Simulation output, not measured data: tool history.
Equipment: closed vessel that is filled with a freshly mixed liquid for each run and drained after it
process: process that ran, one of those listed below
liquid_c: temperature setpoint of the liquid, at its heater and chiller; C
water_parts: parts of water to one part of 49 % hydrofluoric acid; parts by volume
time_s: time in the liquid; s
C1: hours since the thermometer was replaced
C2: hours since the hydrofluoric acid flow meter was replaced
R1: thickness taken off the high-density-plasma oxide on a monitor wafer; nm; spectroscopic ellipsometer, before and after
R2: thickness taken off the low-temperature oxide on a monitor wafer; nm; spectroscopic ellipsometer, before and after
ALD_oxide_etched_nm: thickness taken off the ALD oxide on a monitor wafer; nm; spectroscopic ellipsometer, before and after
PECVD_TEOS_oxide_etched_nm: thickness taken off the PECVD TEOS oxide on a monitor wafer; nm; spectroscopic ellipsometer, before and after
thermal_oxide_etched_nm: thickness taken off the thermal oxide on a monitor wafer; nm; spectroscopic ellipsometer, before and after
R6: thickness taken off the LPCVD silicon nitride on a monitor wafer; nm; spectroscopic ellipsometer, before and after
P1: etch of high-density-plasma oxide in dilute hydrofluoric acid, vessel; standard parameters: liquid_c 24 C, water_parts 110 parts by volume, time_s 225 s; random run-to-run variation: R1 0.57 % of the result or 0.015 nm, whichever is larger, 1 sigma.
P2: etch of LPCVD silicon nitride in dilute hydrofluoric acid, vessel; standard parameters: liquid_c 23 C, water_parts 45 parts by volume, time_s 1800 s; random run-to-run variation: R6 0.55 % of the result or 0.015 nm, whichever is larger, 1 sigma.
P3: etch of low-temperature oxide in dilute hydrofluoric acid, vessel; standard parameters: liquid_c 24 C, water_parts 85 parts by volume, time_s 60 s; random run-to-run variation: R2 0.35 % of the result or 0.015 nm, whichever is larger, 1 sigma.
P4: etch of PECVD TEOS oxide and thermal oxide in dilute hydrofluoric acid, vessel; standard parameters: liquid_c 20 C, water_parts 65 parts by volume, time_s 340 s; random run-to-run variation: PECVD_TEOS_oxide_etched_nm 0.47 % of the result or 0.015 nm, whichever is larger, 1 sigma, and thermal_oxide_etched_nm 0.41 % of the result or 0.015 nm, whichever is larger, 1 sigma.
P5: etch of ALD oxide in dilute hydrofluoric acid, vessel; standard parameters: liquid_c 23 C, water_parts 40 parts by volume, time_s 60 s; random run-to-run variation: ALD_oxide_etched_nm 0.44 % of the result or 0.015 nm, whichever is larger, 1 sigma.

run 1 hour=8 | process=P1 liquid_c=24 water_parts=110 time_s=225 | C1=755.7 C2=191 | R1=12.534
run 2 hour=18.8 | process=P3 liquid_c=24 water_parts=85 time_s=110 | C1=766.5 C2=201.8 | R2=34.35
run 3 hour=28.8 | process=P1 liquid_c=24 water_parts=110 time_s=225 | C1=776.5 C2=211.8 | R1=12.432
run 4 hour=35.1 | process=P5 liquid_c=17 water_parts=40 time_s=60 | C1=782.8 C2=218.1 | ALD_oxide_etched_nm=23.269
run 5 hour=44.2 | process=P1 liquid_c=24 water_parts=110 time_s=400 | C1=791.9 C2=227.2 | R1=21.984
run 6 hour=54.8 | process=P3 liquid_c=24 water_parts=85 time_s=60 | C1=802.5 C2=237.8 | R2=18.655
run 7 hour=64.3 | process=P1 liquid_c=31 water_parts=110 time_s=425 | C1=812 C2=247.3 | R1=30.432
run 8 hour=70.9 | process=P1 liquid_c=31 water_parts=110 time_s=225 | C1=818.6 C2=253.9 | R1=16.346
run 9 hour=80.8 | process=P1 liquid_c=24 water_parts=190 time_s=225 | C1=828.5 C2=263.8 | R1=6.4957
run 10 hour=89.8 | process=P4 liquid_c=24 water_parts=65 time_s=340 | C1=837.5 C2=272.8 | PECVD_TEOS_oxide_etched_nm=46.3 thermal_oxide_etched_nm=28.153
-- hour=94.6 hydrofluoric acid flow meter replaced
run 11 hour=97.6 | process=P4 liquid_c=20 water_parts=65 time_s=85 | C1=845.3 C2=3.1 | PECVD_TEOS_oxide_etched_nm=9.765 thermal_oxide_etched_nm=5.9889
run 12 hour=104 | process=P1 liquid_c=24 water_parts=110 time_s=30 | C1=851.7 C2=9.5 | R1=1.6399
run 13 hour=110.7 | process=P2 liquid_c=23 water_parts=20 time_s=1800 | C1=858.4 C2=16.2 | R6=37.533
run 14 hour=119.8 | process=P3 liquid_c=24 water_parts=150 time_s=60 | C1=867.5 C2=25.3 | R2=9.833
run 15 hour=126.8 | process=P5 liquid_c=23 water_parts=75 time_s=60 | C1=874.5 C2=32.3 | ALD_oxide_etched_nm=15.468
run 16 hour=136.8 | process=P5 liquid_c=23 water_parts=40 time_s=60 | C1=884.5 C2=42.3 | ALD_oxide_etched_nm=30.11
run 17 hour=143.1 | process=P1 liquid_c=24 water_parts=110 time_s=225 | C1=890.8 C2=48.6 | R1=12.485
run 18 hour=151.3 | process=P2 liquid_c=23 water_parts=45 time_s=1800 | C1=899 C2=56.8 | R6=17.096
run 19 hour=161.9 | process=P4 liquid_c=20 water_parts=65 time_s=340 | C1=909.6 C2=67.4 | PECVD_TEOS_oxide_etched_nm=39.161 thermal_oxide_etched_nm=23.828
run 20 hour=166.6 | process=P1 liquid_c=18.5 water_parts=110 time_s=225 | C1=914.3 C2=72.1 | R1=9.9295
run 21 hour=175.4 | process=P1 liquid_c=24 water_parts=110 time_s=225 | C1=923.1 C2=80.9 | R1=12.355
run 22 hour=181.9 | process=P5 liquid_c=23 water_parts=40 time_s=100 | C1=929.6 C2=87.4 | ALD_oxide_etched_nm=50.365
run 23 hour=189.5 | process=P2 liquid_c=29.5 water_parts=45 time_s=1800 | C1=937.2 C2=95 | R6=26.575
run 24 hour=198.3 | process=P4 liquid_c=20 water_parts=85 time_s=340 | C1=946 C2=103.8 | PECVD_TEOS_oxide_etched_nm=29.245 thermal_oxide_etched_nm=17.752
run 25 hour=206.7 | process=P1 liquid_c=24 water_parts=110 time_s=225 | C1=954.4 C2=112.2 | R1=12.385
run 26 hour=215.5 | process=P1 liquid_c=20 water_parts=30 time_s=225 | C1=963.2 C2=121 | R1=42.97
run 27 hour=220.7 | process=P1 liquid_c=24 water_parts=40 time_s=225 | C1=968.4 C2=126.2 | R1=37.287
run 28 hour=227.3 | process=P2 liquid_c=23 water_parts=45 time_s=3265 | C1=975 C2=132.8 | R6=30.94
run 29 hour=235.3 | process=P2 liquid_c=23 water_parts=45 time_s=1800 | C1=983 C2=140.8 | R6=17.29
run 30 hour=243.1 | process=P3 liquid_c=31 water_parts=85 time_s=60 | C1=990.8 C2=148.6 | R2=24.467
run 31 hour=249.1 | process=P1 liquid_c=24 water_parts=110 time_s=225 | C1=996.8 C2=154.6 | R1=12.369
run 32 hour=254.9 | process=P1 liquid_c=24 water_parts=110 time_s=225 | C1=1002.6 C2=160.4 | R1=12.163
run 33 hour=263.6 | process=P1 liquid_c=24 water_parts=110 time_s=225 | C1=1011.3 C2=169.1 | R1=12.024
run 34 hour=272.3 | process=P1 liquid_c=24 water_parts=110 time_s=225 | C1=1020 C2=177.8 | R1=11.67
run 35 hour=280.8 | process=P1 liquid_c=24 water_parts=110 time_s=225 | C1=1028.5 C2=186.3 | R1=11.559
run 36 hour=288 | process=P1 liquid_c=24 water_parts=110 time_s=225 | C1=1035.7 C2=193.5 | R1=11.386
run 37 hour=294.1 | process=P1 liquid_c=24 water_parts=110 time_s=225 | C1=1041.8 C2=199.6 | R1=11.411
run 38 hour=304.6 | process=P1 liquid_c=24 water_parts=110 time_s=225 | C1=1052.3 C2=210.1 | R1=11.355
run 39 hour=314.6 | process=P1 liquid_c=24 water_parts=110 time_s=225 | C1=1062.3 C2=220.1 | R1=11.305
run 40 hour=322.1 | process=P1 liquid_c=24 water_parts=110 time_s=225 | C1=1069.8 C2=227.6 | R1=11.443
run 41 hour=327.8 | process=P1 liquid_c=24 water_parts=110 time_s=225 | C1=1075.5 C2=233.3 | R1=11.362
run 42 hour=336 | process=P1 liquid_c=24 water_parts=110 time_s=225 | C1=1083.7 C2=241.5 | R1=11.391

Something has made what P1 gives creep away from where it was; the 2 causes below, each at its own stated size, fit the log equally well:
A: liquid colder than its thermometer reads (K) = 2.3
B: hydrofluoric acid flow below the setpoint (%) = 7.69
The onset of the drift is placed at about hour 249.1.

Consider the 4 single-wafer check runs listed below, results given as question marks: which one distinguishes between the causes by giving clearly different results for each?
run check 1 hour=344.2 | process=P2 liquid_c=26 water_parts=45 time_s=2610 | R6=?
run check 2 hour=344.2 | process=P3 liquid_c=30.5 water_parts=120 time_s=60 | R2=?
run check 3 hour=344.2 | process=P5 liquid_c=23 water_parts=70 time_s=60 | ALD_oxide_etched_nm=?
run check 4 hour=344.2 | process=P4 liquid_c=23.5 water_parts=65 time_s=105 | PECVD_TEOS_oxide_etched_nm=? thermal_oxide_etched_nm=?

Check results expected under each cause:
check=check_1 result=R6 if_A=26.106 if_B=28.168
check=check_2 result=R2 if_A=14.91 if_B=14.784
check=check_3 result=ALD_oxide_etched_nm if_A=15.075 if_B=15.19
check=check_4 result=PECVD_TEOS_oxide_etched_nm if_A=12.716 if_B=12.818
check=check_4 result=thermal_oxide_etched_nm if_A=7.7193 if_B=7.7811
Distance between the nearest two causes, measured in the result of the check that separates them most: check 1 7.6 %; check 2 0.85 %; check 3 0.76 %; check 4 0.8 %
Check 1 is the one run that separates the causes; every other check would come out nearly the same whichever cause is at work.

The results of check 1 are: R6 28.131 nm. Based on these, which of the listed causes is it?

The correct cause is B, namely: hydrofluoric acid flow below the setpoint (%).
